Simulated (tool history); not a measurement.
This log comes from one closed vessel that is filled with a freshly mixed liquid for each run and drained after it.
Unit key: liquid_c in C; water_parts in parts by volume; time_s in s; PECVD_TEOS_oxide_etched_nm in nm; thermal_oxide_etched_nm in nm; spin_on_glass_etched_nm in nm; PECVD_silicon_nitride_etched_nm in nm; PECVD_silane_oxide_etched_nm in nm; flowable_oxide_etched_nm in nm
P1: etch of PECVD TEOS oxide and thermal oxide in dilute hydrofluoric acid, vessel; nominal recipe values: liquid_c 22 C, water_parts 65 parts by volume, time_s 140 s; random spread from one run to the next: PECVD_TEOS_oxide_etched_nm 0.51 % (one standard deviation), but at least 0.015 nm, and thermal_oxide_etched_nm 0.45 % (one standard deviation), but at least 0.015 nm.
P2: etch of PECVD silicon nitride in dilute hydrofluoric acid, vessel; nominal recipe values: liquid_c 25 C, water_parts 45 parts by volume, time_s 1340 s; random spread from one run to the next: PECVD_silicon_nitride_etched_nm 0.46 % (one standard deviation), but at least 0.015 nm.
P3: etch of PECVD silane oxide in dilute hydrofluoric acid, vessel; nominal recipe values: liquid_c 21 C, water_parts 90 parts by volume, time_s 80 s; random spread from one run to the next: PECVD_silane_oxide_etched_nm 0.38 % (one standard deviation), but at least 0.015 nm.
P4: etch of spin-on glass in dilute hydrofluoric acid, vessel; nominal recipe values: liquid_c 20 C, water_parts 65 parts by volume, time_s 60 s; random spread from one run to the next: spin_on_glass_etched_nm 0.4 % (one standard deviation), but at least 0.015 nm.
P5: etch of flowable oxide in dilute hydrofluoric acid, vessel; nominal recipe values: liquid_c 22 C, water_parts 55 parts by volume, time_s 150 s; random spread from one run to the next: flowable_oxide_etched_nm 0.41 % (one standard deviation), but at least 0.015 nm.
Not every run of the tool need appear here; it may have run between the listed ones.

run	hour	process	liquid_c	water_parts	time_s	hours since the thermometer was replaced	hours since the hydrofluoric acid flow meter was replaced	PECVD_TEOS_oxide_etched_nm	thermal_oxide_etched_nm	spin_on_glass_etched_nm	PECVD_silicon_nitride_etched_nm	PECVD_silane_oxide_etched_nm	flowable_oxide_etched_nm
1	3.2	P1	22	65	140	449.8	1762.6	53.043	9.9119				
2	6.1	P1	22	40	140	452.7	1765.5	88.968	16.694				
3	9.4	P1	22	65	65	456	1768.8	24.52	4.5906				
4	13.7	P4	20	110	60	460.3	1773.1			17.163			
5	17.4	P2	25	45	1340	464	1776.8				53.764		
6	20.6	P3	21	20	80	467.2	1780					57.648	
7	25	P4	20	65	60	471.6	1784.4			30.557			
8	27.6	P5	22	55	150	474.2	1787						54.755
9	32.4	P5	22	30	150	479	1791.8						102.77
10	34.7	P1	22	65	140	481.3	1794.1	52.847	9.9512				
11	39.6	P5	29	55	150	486.2	1799						72.708
12	42.3	P4	28	65	60	488.9	1801.7			42.522			
13	46.9	P2	25	45	650	493.5	1806.3				26.311		
14	50.9	P3	21	90	80	497.5	1810.3					11.817	
15	55	P5	22	55	220	501.6	1814.4						79.939
16	59.1	P3	17	90	80	505.7	1818.5					10.083	
17	64	P2	25	45	1340	510.6	1823.4				54.26		
18	67	P2	33	45	1340	513.6	1826.4				91.052		
19	69.3	P1	22	65	140	515.9	1828.7	52.605	9.9997				
20	73	P1	22	65	140	519.6	1832.4	52.336	9.9503				
21	77	P3	21	90	30	523.6	1836.4					4.4461	
22	81.3	P1	30	65	140	527.9	1840.7	72.541	13.588				
23	85.2	P4	20	65	60	531.8	1844.6			30.471			
24	89.2	P5	22	55	150	535.8	1848.6						54.722
25	93.6	P1	17	65	140	540.2	1853	43.018	7.9889				
26	98.5	P1	22	65	280	545.1	1857.9	105.47	20.116				
27	102.2	P4	20	65	35	548.8	1861.6			17.814			
28	107.2	P1	25.5	40	140	553.8	1866.6	101.74	19.422				
29	110.4	P2	25	25	1340	557	1869.8				94.985		
30	115.4	P1	22	90	140	562	1874.8	37.049	6.9174				
31	120.4	P1	22	65	140	567	1879.8	52.943	10.035				
32	123.7	P1	22	65	140	570.3	1883.1	52.575	9.9975				
33	126.3	P1	22	65	140	572.9	1885.7	51.462	9.5905				
34	128.6	P1	22	65	140	575.2	1888	50.693	9.5058				
35	132.7	P1	22	65	140	579.3	1892.1	49.591	9.2461				
36	135.2	P1	22	65	140	581.8	1894.6	49.002	9.2487				
37	138	P1	22	65	140	584.6	1897.4	48.58	9.2562				
38	140.8	P1	22	65	140	587.4	1900.2	49.061	9.2022				
39	144.2	P1	22	65	140	590.8	1903.6	48.383	9.1746				
40	147.4	P1	22	65	140	594	1906.8	48.387	9.1825				
41	150.6	P1	22	65	140	597.2	1910	48.646	9.1551				

The log shows P1 creeping away from where it was. Any of the 2 causes listed here, at the size stated for it, fits the log just as well as the others:
A: hydrofluoric acid flow below the setpoint (%) = 7.66
B: liquid colder than its thermometer reads (K) = 2.08
The creep began at about hour 123.7.

4 check runs are offered, one wafer each, their results left as question marks. Which one tells the causes apart?
check 1	153.8	P3	21	90	80							?	
check 2	153.8	P2	25	45	1340						?		
check 3	153.8	P4	20	65	60					?			
check 4	153.8	P5	22	55	150								?

Expected result of each check under each candidate cause:
check	result	if A	if B
check 1	PECVD_silane_oxide_etched_nm	10.826	10.852
check 2	PECVD_silicon_nitride_etched_nm	50.002	46.964
check 3	spin_on_glass_etched_nm	28.05	27.988
check 4	flowable_oxide_etched_nm	50.138	50.037
Smallest distance between any two causes, each pair judged by its most separating result, in per cent: check 1 0.23 %; check 2 6.27 %; check 3 0.22 %; check 4 0.2 %
The other checks would show nearly matching results whichever cause is true, so check 2 is the only one that separates the causes.

Running check 2 produced the following: PECVD_silicon_nitride_etched_nm 47.238 nm. Which one of the listed causes fits?

The correct cause is B, namely: liquid colder than its thermometer reads (K).
